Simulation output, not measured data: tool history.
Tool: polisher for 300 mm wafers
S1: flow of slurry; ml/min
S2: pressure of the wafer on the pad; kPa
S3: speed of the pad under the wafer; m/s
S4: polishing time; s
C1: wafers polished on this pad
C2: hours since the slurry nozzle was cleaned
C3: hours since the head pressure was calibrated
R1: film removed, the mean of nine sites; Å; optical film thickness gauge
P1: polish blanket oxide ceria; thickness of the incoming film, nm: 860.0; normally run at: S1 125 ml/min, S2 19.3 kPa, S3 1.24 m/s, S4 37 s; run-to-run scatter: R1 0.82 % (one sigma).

run    day   S1    S2    S3  S4    C1     C2     C3       R1
  1  0.446  125  19.3  1.24  37   430  189.8  208.7  2114.70
  2  0.700  160  19.3  0.56  37   474  195.9  214.8  1011.00
  3  1.100  125  24.8  1.24  37   544  205.5  224.4  2770.40
  4  1.571  125  19.3  1.24  37   626  216.8  235.7  2118.00
  5  1.938  125  19.3  1.24  18   690  225.6  244.5  1037.60
  6  2.396  185  19.3  1.24  37   769  236.6  255.5  2270.40
  7  2.879   75  19.3  1.24  37   853  248.2  267.1  1886.10
  8  3.346  125  19.3  1.24  37   934  259.4  278.3  2131.80
  9  3.821  125  19.3  1.24  54  1017  270.8  289.7  3096.20
 10  4.083  125  19.3  1.24  37  1063  277.1  296.0  2146.50
 11  4.546  125  19.3  1.24  37  1143  288.2  307.1  2139.70
 12  4.854  125  12.4  1.24  37  1197  295.6  314.5  1366.70
 13  5.229  125  19.3  1.96  37  1262  304.6  323.5  3362.60
 14  5.454  125  19.3  0.56  37  1301  310.0  328.9   953.87
 15  5.717  195  19.3  1.24  24  1347  316.3  335.2  1490.90
 16  5.950  125  19.3  1.24  37  1387  321.9  340.8  2150.80

Run 17 comes next. What will it give?
 17  6.408  125  19.3  1.24  37  1467  332.9  351.8   ?

Run 17 gave R1 2031.60 Å.

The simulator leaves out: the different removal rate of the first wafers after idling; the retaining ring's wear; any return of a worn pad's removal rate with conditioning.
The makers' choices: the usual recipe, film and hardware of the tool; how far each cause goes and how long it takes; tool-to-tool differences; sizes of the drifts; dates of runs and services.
